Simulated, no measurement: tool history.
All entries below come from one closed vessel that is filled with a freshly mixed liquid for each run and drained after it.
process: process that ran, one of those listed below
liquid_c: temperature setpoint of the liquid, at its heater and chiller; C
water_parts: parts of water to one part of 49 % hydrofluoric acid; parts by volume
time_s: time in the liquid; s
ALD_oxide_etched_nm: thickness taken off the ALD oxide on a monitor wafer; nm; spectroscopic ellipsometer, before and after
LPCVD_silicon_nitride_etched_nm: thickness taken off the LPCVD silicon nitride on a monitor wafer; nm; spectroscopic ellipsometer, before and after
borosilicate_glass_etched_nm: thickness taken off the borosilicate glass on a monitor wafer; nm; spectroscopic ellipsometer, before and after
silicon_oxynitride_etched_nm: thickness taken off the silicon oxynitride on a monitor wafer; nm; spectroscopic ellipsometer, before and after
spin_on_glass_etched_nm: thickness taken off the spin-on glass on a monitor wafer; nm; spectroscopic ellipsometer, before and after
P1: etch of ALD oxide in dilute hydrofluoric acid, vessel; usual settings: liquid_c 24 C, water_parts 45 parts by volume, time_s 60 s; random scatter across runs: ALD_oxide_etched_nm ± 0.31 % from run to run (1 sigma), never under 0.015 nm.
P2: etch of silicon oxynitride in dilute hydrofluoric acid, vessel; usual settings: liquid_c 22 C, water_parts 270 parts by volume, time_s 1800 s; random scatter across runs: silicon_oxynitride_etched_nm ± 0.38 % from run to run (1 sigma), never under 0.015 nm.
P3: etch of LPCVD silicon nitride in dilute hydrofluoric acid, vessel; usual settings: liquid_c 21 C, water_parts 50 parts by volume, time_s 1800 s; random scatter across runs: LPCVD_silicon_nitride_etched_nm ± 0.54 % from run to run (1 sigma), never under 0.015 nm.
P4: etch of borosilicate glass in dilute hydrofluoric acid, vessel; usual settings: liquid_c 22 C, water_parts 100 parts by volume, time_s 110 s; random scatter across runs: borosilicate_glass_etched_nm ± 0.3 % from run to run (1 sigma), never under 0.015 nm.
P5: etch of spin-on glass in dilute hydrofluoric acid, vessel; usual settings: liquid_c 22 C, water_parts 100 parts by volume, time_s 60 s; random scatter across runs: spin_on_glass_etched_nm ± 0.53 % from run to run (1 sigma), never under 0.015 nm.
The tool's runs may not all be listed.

run,day,process,liquid_c,water_parts,time_s,hours since the thermometer was replaced,hours since the hydrofluoric acid flow meter was replaced,ALD_oxide_etched_nm,LPCVD_silicon_nitride_etched_nm,borosilicate_glass_etched_nm,silicon_oxynitride_etched_nm,spin_on_glass_etched_nm
1,0.554,P1,24,45,60,1178.6,1287.6,15.71,,,,
2,1.05,P1,24,45,60,1190.5,1299.5,15.839,,,,
3,1.4,P3,21,50,3545,1198.9,1307.9,,31.784,,,
4,1.729,P4,22,100,110,1206.8,1315.8,,,22.521,,
5,2.1,P1,24,45,60,1215.7,1324.7,15.825,,,,
6,2.438,P1,24,45,30,1223.8,1332.8,7.8236,,,,
7,2.829,P1,24,45,60,1233.2,1342.2,15.818,,,,
8,3.217,P2,22,270,30,1242.5,1351.5,,,,0.42176,
9,3.708,P2,22,150,1800,1254.3,1363.3,,,,50.823,
10,4.004,P3,21,50,1800,1261.4,1370.4,,16.347,,,
11,4.325,P2,22,270,1800,1269.1,1378.1,,,,26.168,
12,4.85,P1,24,45,60,1281.7,1390.7,15.759,,,,
13,5.117,P1,24,70,60,1288.1,1397.1,9.8582,,,,
14,5.362,P1,24,45,105,1294,1403,27.569,,,,
15,5.654,P4,17,100,110,1301,1410,,,18.264,,
16,6.129,P1,24,30,60,1312.4,1421.4,24.197,,,,
17,6.479,P1,24,45,60,1320.8,1429.8,15.74,,,,
18,6.825,P5,29.5,100,60,1329.1,1438.1,,,,,21.862
19,7.154,P1,19,45,85,1337,1446,18.186,,,,
20,7.542,P1,24,75,105,1346.3,1455.3,15.801,,,,
21,8.012,P1,17,45,60,1357.6,1466.6,11.687,,,,
22,8.542,P5,22,100,60,1370.3,1479.3,,,,,16.004
23,8.888,P4,22,100,30,1378.6,1487.6,,,6.153,,
24,9.204,P4,22,55,110,1386.2,1495.2,,,43.345,,
25,9.642,P3,21,20,1800,1396.7,1505.7,,39.079,,,
26,9.917,P5,22,30,60,1403.3,1512.3,,,,,58.579

What will run 27 give?
27,10.329,P5,22,100,30,1413.2,1522.2,,,,,?

{"run 27": {"spin_on_glass_etched_nm": 8.0724}}
